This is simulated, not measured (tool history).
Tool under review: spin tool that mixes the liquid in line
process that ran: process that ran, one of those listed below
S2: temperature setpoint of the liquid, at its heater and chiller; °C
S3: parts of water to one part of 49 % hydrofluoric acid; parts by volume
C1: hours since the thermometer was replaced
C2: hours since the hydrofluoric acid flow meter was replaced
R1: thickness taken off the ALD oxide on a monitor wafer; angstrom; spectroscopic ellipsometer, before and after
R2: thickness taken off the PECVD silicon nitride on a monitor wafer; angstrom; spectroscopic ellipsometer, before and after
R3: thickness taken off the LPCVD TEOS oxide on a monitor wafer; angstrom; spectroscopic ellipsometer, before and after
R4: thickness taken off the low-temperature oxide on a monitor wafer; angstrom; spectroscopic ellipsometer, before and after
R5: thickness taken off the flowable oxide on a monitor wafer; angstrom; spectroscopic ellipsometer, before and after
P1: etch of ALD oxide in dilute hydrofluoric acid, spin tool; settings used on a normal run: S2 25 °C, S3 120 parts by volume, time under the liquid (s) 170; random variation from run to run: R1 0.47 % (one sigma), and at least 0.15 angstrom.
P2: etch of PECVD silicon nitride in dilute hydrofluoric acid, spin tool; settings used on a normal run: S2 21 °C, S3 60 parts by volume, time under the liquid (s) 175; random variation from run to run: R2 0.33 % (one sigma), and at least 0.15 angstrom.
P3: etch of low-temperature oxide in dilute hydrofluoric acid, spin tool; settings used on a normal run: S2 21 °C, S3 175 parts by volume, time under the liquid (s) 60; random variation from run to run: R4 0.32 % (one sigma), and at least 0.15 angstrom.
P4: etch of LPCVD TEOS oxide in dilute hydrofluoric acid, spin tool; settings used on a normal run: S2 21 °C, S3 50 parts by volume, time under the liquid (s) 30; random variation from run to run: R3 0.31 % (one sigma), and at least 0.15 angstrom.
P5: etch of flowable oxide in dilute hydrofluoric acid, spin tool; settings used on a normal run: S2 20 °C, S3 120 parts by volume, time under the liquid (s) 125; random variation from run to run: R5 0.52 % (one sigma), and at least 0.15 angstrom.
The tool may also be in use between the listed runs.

{"run": 1, "hour": 4.7, "process that ran": "P1", "S2": 25, "S3": 120, "time under the liquid (s)": 170, "C1": 1559.4, "C2": 1111.2, "R1": 192.04}
{"run": 2, "hour": 8.6, "process that ran": "P1", "S2": 17.5, "S3": 120, "time under the liquid (s)": 170, "C1": 1563.3, "C2": 1115.1, "R1": 143}
{"run": 3, "hour": 16.4, "process that ran": "P2", "S2": 21, "S3": 85, "time under the liquid (s)": 175, "C1": 1571.1, "C2": 1122.9, "R2": 54.776}
{"run": 4, "hour": 22.5, "process that ran": "P4", "S2": 21, "S3": 50, "time under the liquid (s)": 30, "C1": 1577.2, "C2": 1129, "R3": 97.054}
{"run": 5, "hour": 27.2, "process that ran": "P1", "S2": 30, "S3": 120, "time under the liquid (s)": 170, "C1": 1581.9, "C2": 1133.7, "R1": 233.66}
{"run": 6, "hour": 34.3, "process that ran": "P2", "S2": 21, "S3": 60, "time under the liquid (s)": 290, "C1": 1589, "C2": 1140.8, "R2": 128.15}
{"run": 7, "hour": 40.2, "process that ran": "P1", "S2": 25, "S3": 120, "time under the liquid (s)": 170, "C1": 1594.9, "C2": 1146.7, "R1": 192.86}
{"run": 8, "hour": 45.0, "process that ran": "P3", "S2": 21, "S3": 175, "time under the liquid (s)": 60, "C1": 1599.7, "C2": 1151.5, "R4": 74.533}
{"run": 9, "hour": 48.5, "process that ran": "P5", "S2": 20, "S3": 70, "time under the liquid (s)": 125, "C1": 1603.2, "C2": 1155, "R5": 923.37}
{"run": 10, "hour": 55.7, "process that ran": "P3", "S2": 21, "S3": 40, "time under the liquid (s)": 60, "C1": 1610.4, "C2": 1162.2, "R4": 379.85}
{"run": 11, "hour": 60.7, "process that ran": "P4", "S2": 21, "S3": 50, "time under the liquid (s)": 60, "C1": 1615.4, "C2": 1167.2, "R3": 193.98}
{"run": 12, "hour": 66.2, "process that ran": "P2", "S2": 21, "S3": 60, "time under the liquid (s)": 175, "C1": 1620.9, "C2": 1172.7, "R2": 77.104}
{"hour": 71.3, "done": "hydrofluoric acid flow meter replaced"}
{"run": 13, "hour": 72.5, "process that ran": "P1", "S2": 25, "S3": 50, "time under the liquid (s)": 170, "C1": 1627.2, "C2": 1.3, "R1": 506.82}
{"run": 14, "hour": 80.2, "process that ran": "P4", "S2": 21, "S3": 80, "time under the liquid (s)": 30, "C1": 1634.9, "C2": 9, "R3": 58.727}
{"run": 15, "hour": 84.9, "process that ran": "P5", "S2": 20, "S3": 120, "time under the liquid (s)": 125, "C1": 1639.6, "C2": 13.7, "R5": 513.4}
{"run": 16, "hour": 90.0, "process that ran": "P1", "S2": 25, "S3": 120, "time under the liquid (s)": 170, "C1": 1644.7, "C2": 18.8, "R1": 193.67}
{"run": 17, "hour": 97.4, "process that ran": "P5", "S2": 20, "S3": 120, "time under the liquid (s)": 125, "C1": 1652.1, "C2": 26.2, "R5": 513.65}
{"run": 18, "hour": 103.1, "process that ran": "P2", "S2": 28, "S3": 60, "time under the liquid (s)": 175, "C1": 1657.8, "C2": 31.9, "R2": 123.78}
{"run": 19, "hour": 106.6, "process that ran": "P1", "S2": 25, "S3": 35, "time under the liquid (s)": 45, "C1": 1661.3, "C2": 35.4, "R1": 195.01}
{"run": 20, "hour": 110.0, "process that ran": "P1", "S2": 25, "S3": 180, "time under the liquid (s)": 170, "C1": 1664.7, "C2": 38.8, "R1": 119.86}
{"run": 21, "hour": 114.2, "process that ran": "P1", "S2": 25, "S3": 120, "time under the liquid (s)": 50, "C1": 1668.9, "C2": 43, "R1": 56.809}
{"run": 22, "hour": 118.2, "process that ran": "P1", "S2": 25, "S3": 120, "time under the liquid (s)": 170, "C1": 1672.9, "C2": 47, "R1": 192.92}
{"run": 23, "hour": 123.9, "process that ran": "P5", "S2": 17, "S3": 120, "time under the liquid (s)": 125, "C1": 1678.6, "C2": 52.7, "R5": 448.91}
{"run": 24, "hour": 128.9, "process that ran": "P3", "S2": 27.5, "S3": 175, "time under the liquid (s)": 60, "C1": 1683.6, "C2": 57.7, "R4": 94.579}
{"run": 25, "hour": 135.9, "process that ran": "P1", "S2": 20, "S3": 120, "time under the liquid (s)": 265, "C1": 1690.6, "C2": 64.7, "R1": 246.45}
{"run": 26, "hour": 141.0, "process that ran": "P1", "S2": 25, "S3": 120, "time under the liquid (s)": 170, "C1": 1695.7, "C2": 69.8, "R1": 192.63}
{"run": 27, "hour": 145.9, "process that ran": "P1", "S2": 25, "S3": 120, "time under the liquid (s)": 315, "C1": 1700.6, "C2": 74.7, "R1": 355.95}
{"run": 28, "hour": 152.4, "process that ran": "P3", "S2": 21, "S3": 175, "time under the liquid (s)": 15, "C1": 1707.1, "C2": 81.2, "R4": 18.458}
{"run": 29, "hour": 157.4, "process that ran": "P5", "S2": 20, "S3": 120, "time under the liquid (s)": 25, "C1": 1712.1, "C2": 86.2, "R5": 103.23}
{"run": 30, "hour": 165.3, "process that ran": "P4", "S2": 27, "S3": 50, "time under the liquid (s)": 30, "C1": 1720, "C2": 94.1, "R3": 125.21}
{"run": 31, "hour": 169.0, "process that ran": "P1", "S2": 25, "S3": 120, "time under the liquid (s)": 170, "C1": 1723.7, "C2": 97.8, "R1": 194.59}
{"run": 32, "hour": 174.3, "process that ran": "P1", "S2": 25, "S3": 120, "time under the liquid (s)": 170, "C1": 1729, "C2": 103.1, "R1": 202.79}
{"run": 33, "hour": 181.3, "process that ran": "P1", "S2": 25, "S3": 120, "time under the liquid (s)": 170, "C1": 1736, "C2": 110.1, "R1": 208.64}
{"run": 34, "hour": 187.2, "process that ran": "P1", "S2": 25, "S3": 120, "time under the liquid (s)": 170, "C1": 1741.9, "C2": 116, "R1": 209.99}
{"run": 35, "hour": 192.2, "process that ran": "P1", "S2": 25, "S3": 120, "time under the liquid (s)": 170, "C1": 1746.9, "C2": 121, "R1": 213.48}
{"run": 36, "hour": 197.5, "process that ran": "P1", "S2": 25, "S3": 120, "time under the liquid (s)": 170, "C1": 1752.2, "C2": 126.3, "R1": 212.09}
{"run": 37, "hour": 202.6, "process that ran": "P1", "S2": 25, "S3": 120, "time under the liquid (s)": 170, "C1": 1757.3, "C2": 131.4, "R1": 212.07}

Something has made what P1 gives creep away from where it was; the 2 causes below, each at its own stated size, fit the log equally well:
A: liquid hotter than its thermometer reads (K) = 2.41
B: hydrofluoric acid flow above the setpoint (%) = 8.4
The creep began at about hour 169.

The check runs listed below each take one wafer, and their results are still question marks. Under which run would the listed causes lead to clearly different results?
{"run": "check 1", "hour": 207.7, "process that ran": "P5", "S2": 17, "S3": 120, "time under the liquid (s)": 125, "R5": "?"}
{"run": "check 2", "hour": 207.7, "process that ran": "P4", "S2": 25, "S3": 70, "time under the liquid (s)": 30, "R3": "?"}
{"run": "check 3", "hour": 207.7, "process that ran": "P3", "S2": 25, "S3": 100, "time under the liquid (s)": 60, "R4": "?"}
{"run": "check 4", "hour": 207.7, "process that ran": "P2", "S2": 21, "S3": 80, "time under the liquid (s)": 175, "R2": "?"}

Check results expected under each cause:
check=check_1 result=R5 if_A=501.03 if_B=496.41
check=check_2 result=R3 if_A=87.936 if_B=87.228
check=check_3 result=R4 if_A=182.17 if_B=181.6
check=check_4 result=R2 if_A=68.589 if_B=63.085
Separation of the two closest causes in each check, using whichever result separates them best: check 1 0.93 %; check 2 0.81 %; check 3 0.31 %; check 4 8.36 %
Check 4 tells the causes apart: in the others they would give nearly the same result.

Running check 4 produced the following: R2 62.776 angstrom. Which one of the listed causes fits?

The correct cause is B, namely: hydrofluoric acid flow above the setpoint (%).

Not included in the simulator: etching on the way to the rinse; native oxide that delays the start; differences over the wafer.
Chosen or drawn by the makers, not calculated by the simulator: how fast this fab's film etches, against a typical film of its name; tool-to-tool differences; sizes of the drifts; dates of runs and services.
